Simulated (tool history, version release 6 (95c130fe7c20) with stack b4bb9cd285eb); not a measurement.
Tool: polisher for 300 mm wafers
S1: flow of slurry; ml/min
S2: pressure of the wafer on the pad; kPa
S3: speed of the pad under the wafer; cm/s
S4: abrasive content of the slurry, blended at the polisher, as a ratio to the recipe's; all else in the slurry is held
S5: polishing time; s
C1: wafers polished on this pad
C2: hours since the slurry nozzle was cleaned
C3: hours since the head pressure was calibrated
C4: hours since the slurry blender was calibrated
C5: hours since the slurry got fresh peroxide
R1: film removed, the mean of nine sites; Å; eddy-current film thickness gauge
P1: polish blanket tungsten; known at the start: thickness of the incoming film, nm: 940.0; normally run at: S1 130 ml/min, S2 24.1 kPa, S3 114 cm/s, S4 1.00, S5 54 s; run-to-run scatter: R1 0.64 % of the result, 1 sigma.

Run 1, hour 9.5: S1 130 ml/min, S2 24.1 kPa, S3 114 cm/s, S4 1.00, S5 54 s; C1 864; C2 78.0; C3 198.0; C4 56.5; C5 89.7. Result: R1 2872.60 Å.
Run 2, hour 15.5: S1 130 ml/min, S2 24.1 kPa, S3 114 cm/s, S4 0.55, S5 54 s; C1 905; C2 84.0; C3 204.0; C4 62.5; C5 95.7. Result: R1 2511.90 Å.
Run 3, hour 22.2: S1 130 ml/min, S2 24.1 kPa, S3 114 cm/s, S4 1.50, S5 54 s; C1 950; C2 90.7; C3 210.7; C4 69.2; C5 102.4. Result: R1 3134.70 Å.
Run 4, hour 32.5: S1 190 ml/min, S2 24.1 kPa, S3 114 cm/s, S4 1.00, S5 54 s; C1 1020; C2 101.0; C3 221.0; C4 79.5; C5 112.7. Result: R1 3062.20 Å.
Run 5, hour 41.0: S1 130 ml/min, S2 24.1 kPa, S3 114 cm/s, S4 1.00, S5 54 s; C1 1078; C2 109.5; C3 229.5; C4 88.0; C5 121.2. Result: R1 2852.60 Å.
Run 6, hour 48.3: S1 130 ml/min, S2 24.1 kPa, S3 114 cm/s, S4 1.00, S5 54 s; C1 1128; C2 116.8; C3 236.8; C4 95.3; C5 128.5. Result: R1 2836.90 Å.
Run 7, hour 54.2: S1 80 ml/min, S2 24.1 kPa, S3 114 cm/s, S4 1.00, S5 38 s; C1 1168; C2 122.7; C3 242.7; C4 101.2; C5 134.4. Result: R1 1793.20 Å.
Run 8, hour 63.7: S1 130 ml/min, S2 12.4 kPa, S3 114 cm/s, S4 1.00, S5 54 s; C1 1232; C2 132.2; C3 252.2; C4 110.7; C5 143.9. Result: R1 1483.90 Å.
Run 9, hour 72.0: S1 130 ml/min, S2 24.1 kPa, S3 62 cm/s, S4 1.00, S5 54 s; C1 1289; C2 140.5; C3 260.5; C4 119.0; C5 152.2. Result: R1 1556.20 Å.
Run 10, hour 82.5: S1 130 ml/min, S2 24.1 kPa, S3 114 cm/s, S4 1.00, S5 26 s; C1 1360; C2 151.0; C3 271.0; C4 129.5; C5 162.7. Result: R1 1394.20 Å.
Run 11, hour 88.6: S1 130 ml/min, S2 24.1 kPa, S3 146 cm/s, S4 1.00, S5 54 s; C1 1401; C2 157.1; C3 277.1; C4 135.6; C5 168.8. Result: R1 3694.80 Å.
Run 12, hour 97.2: S1 130 ml/min, S2 24.1 kPa, S3 114 cm/s, S4 1.00, S5 54 s; C1 1460; C2 165.7; C3 285.7; C4 144.2; C5 177.4. Result: R1 2857.00 Å.
Run 13, hour 103.9: S1 130 ml/min, S2 24.1 kPa, S3 114 cm/s, S4 1.00, S5 54 s; C1 1505; C2 172.4; C3 292.4; C4 150.9; C5 184.1. Result: R1 2887.30 Å.
Run 14, hour 108.8: S1 130 ml/min, S2 24.1 kPa, S3 114 cm/s, S4 1.00, S5 54 s; C1 1539; C2 177.3; C3 297.3; C4 155.8; C5 189.0. Result: R1 2878.70 Å.
Run 15, hour 116.6: S1 130 ml/min, S2 24.1 kPa, S3 114 cm/s, S4 1.00, S5 84 s; C1 1592; C2 185.1; C3 305.1; C4 163.6; C5 196.8. Result: R1 4421.80 Å.
Run 16, hour 122.3: S1 80 ml/min, S2 24.1 kPa, S3 114 cm/s, S4 1.00, S5 54 s; C1 1630; C2 190.8; C3 310.8; C4 169.3; C5 202.5. Result: R1 2585.60 Å.
Run 17, hour 128.3: S1 130 ml/min, S2 11.7 kPa, S3 80 cm/s, S4 1.00, S5 54 s; C1 1671; C2 196.8; C3 316.8; C4 175.3; C5 208.5. Result: R1 983.53 Å.
Run 18, hour 138.8: S1 130 ml/min, S2 24.1 kPa, S3 114 cm/s, S4 1.00, S5 54 s; C1 1743; C2 207.3; C3 327.3; C4 185.8; C5 219.0. Result: R1 2894.40 Å.
Run 19, hour 146.0: S1 130 ml/min, S2 24.1 kPa, S3 176 cm/s, S4 1.00, S5 38 s; C1 1791; C2 214.5; C3 334.5; C4 193.0; C5 226.2. Result: R1 3123.20 Å.
Run 20, hour 156.7: S1 130 ml/min, S2 33.8 kPa, S3 114 cm/s, S4 1.00, S5 54 s; C1 1864; C2 225.2; C3 345.2; C4 203.7; C5 236.9. Result: R1 4023.90 Å.
Run 21, hour 163.1: S1 130 ml/min, S2 24.1 kPa, S3 114 cm/s, S4 1.00, S5 54 s; C1 1908; C2 231.6; C3 351.6; C4 210.1; C5 243.3. Result: R1 2888.40 Å.
Run 22, hour 169.1: S1 130 ml/min, S2 24.1 kPa, S3 114 cm/s, S4 1.00, S5 54 s; C1 1948; C2 237.6; C3 357.6; C4 216.1; C5 249.3. Result: R1 2742.50 Å.
Run 23, hour 176.5: S1 130 ml/min, S2 24.1 kPa, S3 114 cm/s, S4 1.00, S5 54 s; C1 1999; C2 245.0; C3 365.0; C4 223.5; C5 256.7. Result: R1 2681.10 Å.
Run 24, hour 182.5: S1 130 ml/min, S2 24.1 kPa, S3 114 cm/s, S4 1.00, S5 54 s; C1 2039; C2 251.0; C3 371.0; C4 229.5; C5 262.7. Result: R1 2653.90 Å.
At hour 185.0: slurry tank refilled with fresh slurry and peroxide.
At hour 185.8: worn pad replaced by a new one.
Run 25, hour 187.3: S1 130 ml/min, S2 24.1 kPa, S3 114 cm/s, S4 1.00, S5 54 s; C1 10; C2 255.8; C3 375.8; C4 234.3; C5 2.4. Result: R1 2633.40 Å.
At hour 187.6: slurry blender recalibrated.
Run 26, hour 193.8: S1 130 ml/min, S2 24.1 kPa, S3 114 cm/s, S4 1.00, S5 54 s; C1 54; C2 262.3; C3 382.3; C4 6.3; C5 8.9. Result: R1 2604.00 Å.
Run 27, hour 199.5: S1 130 ml/min, S2 24.1 kPa, S3 114 cm/s, S4 1.00, S5 54 s; C1 93; C2 268.0; C3 388.0; C4 12.0; C5 14.6. Result: R1 2618.30 Å.
Run 28, hour 206.7: S1 130 ml/min, S2 24.1 kPa, S3 114 cm/s, S4 1.00, S5 54 s; C1 142; C2 275.2; C3 395.2; C4 19.2; C5 21.8. Result: R1 2577.60 Å.
Run 29, hour 214.6: S1 130 ml/min, S2 24.1 kPa, S3 114 cm/s, S4 1.00, S5 54 s; C1 196; C2 283.1; C3 403.1; C4 27.1; C5 29.7. Result: R1 2585.60 Å.

What P1 gives has crept away from where it was. These 2 causes fit the log equally well, each at the size given:
A: slurry flow missing at the pad, % = 35.6
B: head's pressure below its setpoint, % = 10.1
The creep began at about hour 163.1.
Why every other cause is out:
removal rate lost through wear of the pad, %: serviced at hour 185.8, which brought nothing back
abrasive missing from the slurry, %: serviced at hour 187.6, which brought nothing back
peroxide lost from the slurry, %: serviced at hour 185.0, which brought nothing back

4 check runs are offered, each on 5 wafers whose results are averaged, their results left as question marks. Which one tells the causes apart?
Run check 1, hour 222.5: S1 130 ml/min, S2 17.9 kPa, S3 92 cm/s, S4 1.00, S5 54 s. Result: R1 ?.
Run check 2, hour 222.5: S1 130 ml/min, S2 24.1 kPa, S3 142 cm/s, S4 1.00, S5 54 s. Result: R1 ?.
Run check 3, hour 222.5: S1 165 ml/min, S2 24.1 kPa, S3 114 cm/s, S4 1.35, S5 54 s. Result: R1 ?.
Run check 4, hour 222.5: S1 130 ml/min, S2 24.1 kPa, S3 62 cm/s, S4 1.45, S5 54 s. Result: R1 ?.

What each check would give under each cause:
  check  result     if A     if B
check 1      R1  1548.30  1547.80
check 2      R1  3217.00  3216.00
check 3      R1  2954.80  2894.00
check 4      R1  1536.00  1535.50
How far apart the two closest causes lie, in the result that separates them most: check 1 0.03 %; check 2 0.03 %; check 3 2.08 %; check 4 0.03 %
Only check 3 tells the causes apart: in the others they would give nearly the same result.

Check 3 was then run and gave: R1 2890.00 Å. Which cause is it?

It is B: head's pressure below its setpoint, %.

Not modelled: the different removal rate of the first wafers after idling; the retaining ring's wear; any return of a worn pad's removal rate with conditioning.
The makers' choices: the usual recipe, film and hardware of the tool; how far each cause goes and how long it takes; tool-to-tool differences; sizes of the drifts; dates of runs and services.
